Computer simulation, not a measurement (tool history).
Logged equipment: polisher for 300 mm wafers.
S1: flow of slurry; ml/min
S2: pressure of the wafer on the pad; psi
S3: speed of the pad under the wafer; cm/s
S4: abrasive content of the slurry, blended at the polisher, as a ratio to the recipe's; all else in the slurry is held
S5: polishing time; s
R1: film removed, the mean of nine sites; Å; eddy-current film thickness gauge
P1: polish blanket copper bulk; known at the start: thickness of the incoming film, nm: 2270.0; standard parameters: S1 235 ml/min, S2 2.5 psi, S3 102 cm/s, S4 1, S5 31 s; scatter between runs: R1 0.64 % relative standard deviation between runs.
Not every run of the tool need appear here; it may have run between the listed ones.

run,day,S1,S2,S3,S4,S5,R1
1,0.342,235,2.5,102,1,31,2712.3
2,0.979,235,2.5,102,1,16,1394.6
3,1.558,235,2.5,102,1,31,2690.1
4,2.288,315,2.5,102,1,31,2813.8
5,2.971,235,2.5,102,1,31,2699
6,3.354,235,2.5,102,0.7,31,2512.2
7,3.967,235,2.5,102,1.25,43,3949
8,4.538,235,1.1,102,1,31,1189.7
9,5.221,235,2.5,158,1,31,4181.6
10,5.617,235,2.5,102,1.45,31,2941.9
11,6.3,235,2.5,102,1,45,3903.4
12,7,235,2.5,102,1,31,2705.2
# day 7.221: worn pad replaced by a new one
13,7.471,140,2.5,102,1,31,2518.6
14,8.229,235,2.5,56,1,31,1496.6
15,8.721,235,2.5,102,1,31,2680.6
16,9.071,235,3.8,102,1,31,4094.8
17,9.517,235,2.5,102,1,31,2659.5
18,10.183,235,2.5,102,1,31,2621.5
19,10.767,235,2.5,102,1,31,2620.6
20,11.312,235,2.5,102,1,31,2599.7
# day 11.662: worn pad replaced by a new one
21,11.721,235,2.5,102,1,31,2579.1
22,12.171,235,2.5,102,1,31,2532.6
23,12.738,235,2.5,102,1,31,2555.1

Estimate the outcome of run 24 from the log above:
# day 12.908: slurry blender recalibrated
24,13.383,235,2.5,102,1,31,?

R1: 2581.1 Å
